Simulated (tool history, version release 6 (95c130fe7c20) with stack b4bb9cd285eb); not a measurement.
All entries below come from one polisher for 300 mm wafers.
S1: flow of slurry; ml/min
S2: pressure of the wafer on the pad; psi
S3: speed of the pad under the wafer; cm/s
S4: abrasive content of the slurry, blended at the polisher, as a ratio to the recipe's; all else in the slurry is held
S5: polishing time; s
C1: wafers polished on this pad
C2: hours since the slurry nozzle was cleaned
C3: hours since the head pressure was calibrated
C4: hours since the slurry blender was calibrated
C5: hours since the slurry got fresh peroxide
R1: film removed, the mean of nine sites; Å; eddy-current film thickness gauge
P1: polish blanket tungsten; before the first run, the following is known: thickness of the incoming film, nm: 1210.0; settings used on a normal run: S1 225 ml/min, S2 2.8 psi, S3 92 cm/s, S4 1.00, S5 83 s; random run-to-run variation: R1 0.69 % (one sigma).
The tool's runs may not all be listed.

{"run": 1, "hour": 5.1, "S1": 225, "S2": 2.8, "S3": 92, "S4": 1.0, "S5": 83, "C1": 539, "C2": 540.3, "C3": 326.0, "C4": 171.1, "C5": 57.7, "R1": 2254.0}
{"run": 2, "hour": 10.2, "S1": 225, "S2": 2.8, "S3": 144, "S4": 1.0, "S5": 83, "C1": 575, "C2": 545.4, "C3": 331.1, "C4": 176.2, "C5": 62.8, "R1": 3552.5}
{"run": 3, "hour": 18.0, "S1": 225, "S2": 2.8, "S3": 92, "S4": 1.0, "S5": 83, "C1": 631, "C2": 553.2, "C3": 338.9, "C4": 184.0, "C5": 70.6, "R1": 2268.5}
{"run": 4, "hour": 25.6, "S1": 225, "S2": 2.8, "S3": 52, "S4": 1.0, "S5": 83, "C1": 685, "C2": 560.8, "C3": 346.5, "C4": 191.6, "C5": 78.2, "R1": 1263.1}
{"run": 5, "hour": 34.3, "S1": 225, "S2": 2.8, "S3": 92, "S4": 1.0, "S5": 83, "C1": 747, "C2": 569.5, "C3": 355.2, "C4": 200.3, "C5": 86.9, "R1": 2249.3}
{"run": 6, "hour": 42.3, "S1": 135, "S2": 2.8, "S3": 92, "S4": 1.0, "S5": 83, "C1": 804, "C2": 577.5, "C3": 363.2, "C4": 208.3, "C5": 94.9, "R1": 2092.3}
{"run": 7, "hour": 46.6, "S1": 225, "S2": 2.8, "S3": 92, "S4": 1.0, "S5": 83, "C1": 835, "C2": 581.8, "C3": 367.5, "C4": 212.6, "C5": 99.2, "R1": 2279.9}
{"hour": 47.8, "done": "slurry tank refilled with fresh slurry and peroxide"}
{"run": 8, "hour": 54.9, "S1": 350, "S2": 2.8, "S3": 92, "S4": 1.0, "S5": 83, "C1": 894, "C2": 590.1, "C3": 375.8, "C4": 220.9, "C5": 7.1, "R1": 2402.5}
{"run": 9, "hour": 60.6, "S1": 225, "S2": 2.8, "S3": 116, "S4": 0.55, "S5": 83, "C1": 934, "C2": 595.8, "C3": 381.5, "C4": 226.6, "C5": 12.8, "R1": 2493.1}
{"run": 10, "hour": 67.2, "S1": 225, "S2": 2.8, "S3": 92, "S4": 0.65, "S5": 83, "C1": 981, "C2": 602.4, "C3": 388.1, "C4": 233.2, "C5": 19.4, "R1": 2074.7}
{"run": 11, "hour": 75.3, "S1": 225, "S2": 1.4, "S3": 92, "S4": 1.0, "S5": 83, "C1": 1039, "C2": 610.5, "C3": 396.2, "C4": 241.3, "C5": 27.5, "R1": 1133.3}
{"run": 12, "hour": 83.7, "S1": 225, "S2": 2.8, "S3": 92, "S4": 1.0, "S5": 126, "C1": 1099, "C2": 618.9, "C3": 404.6, "C4": 249.7, "C5": 35.9, "R1": 3450.6}
{"run": 13, "hour": 90.9, "S1": 225, "S2": 2.8, "S3": 92, "S4": 1.0, "S5": 47, "C1": 1150, "C2": 626.1, "C3": 411.8, "C4": 256.9, "C5": 43.1, "R1": 1285.8}
{"run": 14, "hour": 94.7, "S1": 135, "S2": 2.8, "S3": 92, "S4": 1.4, "S5": 83, "C1": 1177, "C2": 629.9, "C3": 415.6, "C4": 260.7, "C5": 46.9, "R1": 2310.6}
{"run": 15, "hour": 98.6, "S1": 135, "S2": 2.8, "S3": 46, "S4": 1.0, "S5": 83, "C1": 1205, "C2": 633.8, "C3": 419.5, "C4": 264.6, "C5": 50.8, "R1": 1048.3}
{"run": 16, "hour": 102.4, "S1": 225, "S2": 2.8, "S3": 92, "S4": 1.35, "S5": 83, "C1": 1232, "C2": 637.6, "C3": 423.3, "C4": 268.4, "C5": 54.6, "R1": 2461.8}
{"run": 17, "hour": 111.2, "S1": 225, "S2": 3.9, "S3": 92, "S4": 1.0, "S5": 83, "C1": 1295, "C2": 646.4, "C3": 432.1, "C4": 277.2, "C5": 63.4, "R1": 3196.5}
{"run": 18, "hour": 119.1, "S1": 225, "S2": 2.8, "S3": 92, "S4": 1.0, "S5": 83, "C1": 1351, "C2": 654.3, "C3": 440.0, "C4": 285.1, "C5": 71.3, "R1": 2263.7}
{"run": 19, "hour": 127.7, "S1": 225, "S2": 2.8, "S3": 92, "S4": 1.0, "S5": 83, "C1": 1412, "C2": 662.9, "C3": 448.6, "C4": 293.7, "C5": 79.9, "R1": 2208.5}
{"run": 20, "hour": 134.4, "S1": 225, "S2": 2.8, "S3": 92, "S4": 1.0, "S5": 83, "C1": 1460, "C2": 669.6, "C3": 455.3, "C4": 300.4, "C5": 86.6, "R1": 2166.8}
{"run": 21, "hour": 140.9, "S1": 225, "S2": 2.8, "S3": 92, "S4": 1.0, "S5": 83, "C1": 1506, "C2": 676.1, "C3": 461.8, "C4": 306.9, "C5": 93.1, "R1": 2146.9}

Run 22, settings as shown, results not yet in. Your forecast:
{"hour": 146.3, "done": "worn pad replaced by a new one"}
{"run": 22, "hour": 147.6, "S1": 225, "S2": 2.8, "S3": 92, "S4": 1.0, "S5": 83, "C1": 9, "C2": 682.8, "C3": 468.5, "C4": 313.6, "C5": 99.8, "R1": "?"}

{"run 22": {"R1": 2122.2}}

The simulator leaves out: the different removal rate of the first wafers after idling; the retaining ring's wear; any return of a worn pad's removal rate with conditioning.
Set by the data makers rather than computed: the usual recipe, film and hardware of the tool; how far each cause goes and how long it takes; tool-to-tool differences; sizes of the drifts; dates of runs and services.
